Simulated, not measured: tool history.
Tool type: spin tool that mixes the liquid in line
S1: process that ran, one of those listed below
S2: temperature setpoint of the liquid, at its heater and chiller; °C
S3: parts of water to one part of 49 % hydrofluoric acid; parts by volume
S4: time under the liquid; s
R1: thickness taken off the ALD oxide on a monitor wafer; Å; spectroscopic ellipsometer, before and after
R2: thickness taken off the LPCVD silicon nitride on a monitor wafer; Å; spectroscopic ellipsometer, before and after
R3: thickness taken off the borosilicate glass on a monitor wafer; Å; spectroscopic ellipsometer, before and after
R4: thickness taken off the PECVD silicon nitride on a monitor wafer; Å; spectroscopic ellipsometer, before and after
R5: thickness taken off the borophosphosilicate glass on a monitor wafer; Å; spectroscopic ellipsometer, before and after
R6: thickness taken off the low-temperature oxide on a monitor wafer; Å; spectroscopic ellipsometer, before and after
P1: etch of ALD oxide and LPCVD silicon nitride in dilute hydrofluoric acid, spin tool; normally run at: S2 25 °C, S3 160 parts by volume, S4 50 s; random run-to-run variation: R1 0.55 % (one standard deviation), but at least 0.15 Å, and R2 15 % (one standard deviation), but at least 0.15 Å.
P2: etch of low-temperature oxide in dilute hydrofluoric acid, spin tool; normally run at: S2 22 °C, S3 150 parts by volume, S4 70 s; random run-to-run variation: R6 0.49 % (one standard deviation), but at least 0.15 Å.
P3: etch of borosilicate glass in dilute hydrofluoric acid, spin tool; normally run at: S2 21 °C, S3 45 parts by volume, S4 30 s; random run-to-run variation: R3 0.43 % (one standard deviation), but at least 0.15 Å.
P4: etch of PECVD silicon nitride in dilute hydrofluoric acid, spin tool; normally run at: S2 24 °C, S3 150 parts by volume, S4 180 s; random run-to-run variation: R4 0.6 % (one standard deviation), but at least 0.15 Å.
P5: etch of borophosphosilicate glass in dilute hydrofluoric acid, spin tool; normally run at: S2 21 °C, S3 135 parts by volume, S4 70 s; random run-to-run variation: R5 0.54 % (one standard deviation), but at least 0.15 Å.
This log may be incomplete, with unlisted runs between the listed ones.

run 1 hour=3.3 | S1=P1 S2=25 S3=160 S4=50 | R1=45.321 R2=1.8378
run 2 hour=6.7 | S1=P3 S2=21 S3=45 S4=30 | R3=322.6
run 3 hour=11 | S1=P1 S2=25 S3=85 S4=50 | R1=93.619 R2=2.9826
run 4 hour=13.4 | S1=P3 S2=21 S3=75 S4=30 | R3=187.21
run 5 hour=16.5 | S1=P4 S2=24 S3=50 S4=180 | R4=97.446
run 6 hour=20.7 | S1=P5 S2=17 S3=135 S4=70 | R5=171.19
run 7 hour=24.3 | S1=P2 S2=17.5 S3=150 S4=70 | R6=47.586
run 8 hour=29 | S1=P4 S2=18.5 S3=150 S4=180 | R4=22.965
run 9 hour=33.7 | S1=P3 S2=25 S3=45 S4=30 | R3=381.34
run 10 hour=38.1 | S1=P1 S2=17 S3=160 S4=50 | R1=32.97 R2=1.1465
run 11 hour=42.6 | S1=P1 S2=25 S3=160 S4=50 | R1=45.605 R2=1.2737
run 12 hour=47.2 | S1=P2 S2=22 S3=150 S4=110 | R6=89.781
run 13 hour=51.5 | S1=P1 S2=17 S3=95 S4=50 | R1=59.824 R2=1.627
run 14 hour=53.7 | S1=P1 S2=25 S3=235 S4=50 | R1=28.513 R2=1.0061
run 15 hour=57 | S1=P1 S2=29.5 S3=160 S4=15 | R1=16.348 R2=0.73227
run 16 hour=61.6 | S1=P1 S2=25 S3=160 S4=50 | R1=45.356 R2=1.378
run 17 hour=65.2 | S1=P1 S2=25 S3=160 S4=75 | R1=67.853 R2=2.4598
run 18 hour=68 | S1=P5 S2=21 S3=135 S4=70 | R5=201.54
run 19 hour=70.2 | S1=P5 S2=21 S3=235 S4=70 | R5=105.19
run 20 hour=74.4 | S1=P2 S2=22 S3=150 S4=70 | R6=57.156
run 21 hour=76.8 | S1=P5 S2=21 S3=135 S4=15 | R5=42.863
run 22 hour=80.3 | S1=P2 S2=22 S3=260 S4=70 | R6=29.479
run 23 hour=83.2 | S1=P1 S2=25 S3=160 S4=50 | R1=45.329 R2=2.2518
run 24 hour=87.2 | S1=P5 S2=21 S3=135 S4=70 | R5=201.96
run 25 hour=91 | S1=P1 S2=25 S3=160 S4=50 | R1=45.27 R2=1.6924
run 26 hour=93.2 | S1=P4 S2=24 S3=150 S4=280 | R4=51.621
run 27 hour=97.8 | S1=P1 S2=25 S3=160 S4=15 | R1=13.586 R2=0.51662
run 28 hour=100.3 | S1=P3 S2=21 S3=45 S4=45 | R3=485.07
run 29 hour=104.2 | S1=P3 S2=21 S3=45 S4=30 | R3=325.33
run 30 hour=108.4 | S1=P1 S2=33 S3=160 S4=50 | R1=60.468 R2=3.2707
run 31 hour=111.8 | S1=P4 S2=24 S3=150 S4=180 | R4=33.409
run 32 hour=115.5 | S1=P1 S2=25 S3=160 S4=50 | R1=45.93 R2=2.1707
run 33 hour=118.5 | S1=P1 S2=25 S3=160 S4=50 | R1=44.205 R2=1.8186
run 34 hour=122.3 | S1=P1 S2=25 S3=160 S4=50 | R1=43.367 R2=1.5579
run 35 hour=125.5 | S1=P1 S2=25 S3=160 S4=50 | R1=43.877 R2=1.641
run 36 hour=128.2 | S1=P1 S2=25 S3=160 S4=50 | R1=42.904 R2=1.7155
run 37 hour=132 | S1=P1 S2=25 S3=160 S4=50 | R1=42.999 R2=1.5117
run 38 hour=134.3 | S1=P1 S2=25 S3=160 S4=50 | R1=43.061 R2=1.4217
run 39 hour=138.1 | S1=P1 S2=25 S3=160 S4=50 | R1=42.871 R2=2.315
run 40 hour=141.4 | S1=P1 S2=25 S3=160 S4=50 | R1=42.658 R2=1.4322
run 41 hour=143.5 | S1=P1 S2=25 S3=160 S4=50 | R1=42.972 R2=1.607

Compared with where it was, what P1 gives has crept away. Each cause listed below fits the log as well as the rest, at the size given for it:
A: liquid colder than its thermometer reads (K) = 1.46
B: hydrofluoric acid flow below the setpoint (%) = 4.53
The gradual shift began around hour 115.5.

Of the 4 check runs listed below, each run on one wafer and each result written as a question mark, which would let you distinguish the listed causes because they would give clearly different results?
run check 1 hour=145.6 | S1=P4 S2=24 S3=100 S4=255 | R4=?
run check 2 hour=145.6 | S1=P2 S2=18 S3=150 S4=110 | R6=?
run check 3 hour=145.6 | S1=P5 S2=21 S3=220 S4=40 | R5=?
run check 4 hour=145.6 | S1=P3 S2=21 S3=75 S4=30 | R3=?

Check results expected under each cause:
check=check_1 result=R4 if_A=63.793 if_B=67.135
check=check_2 result=R6 if_A=72.016 if_B=72.469
check=check_3 result=R5 if_A=61.493 if_B=61.431
check=check_4 result=R3 if_A=176.11 if_B=177.92
Separation of the two closest causes in each check, using whichever result separates them best: check 1 5.11 %; check 2 0.63 %; check 3 0.1 %; check 4 1.02 %
Check 1 is the one run that separates the causes; every other check would come out nearly the same whichever cause is at work.

Check 1 was carried out, with these results: R4 67.626 Å. Which of the listed causes is responsible?

The correct cause is B, namely: hydrofluoric acid flow below the setpoint (%).

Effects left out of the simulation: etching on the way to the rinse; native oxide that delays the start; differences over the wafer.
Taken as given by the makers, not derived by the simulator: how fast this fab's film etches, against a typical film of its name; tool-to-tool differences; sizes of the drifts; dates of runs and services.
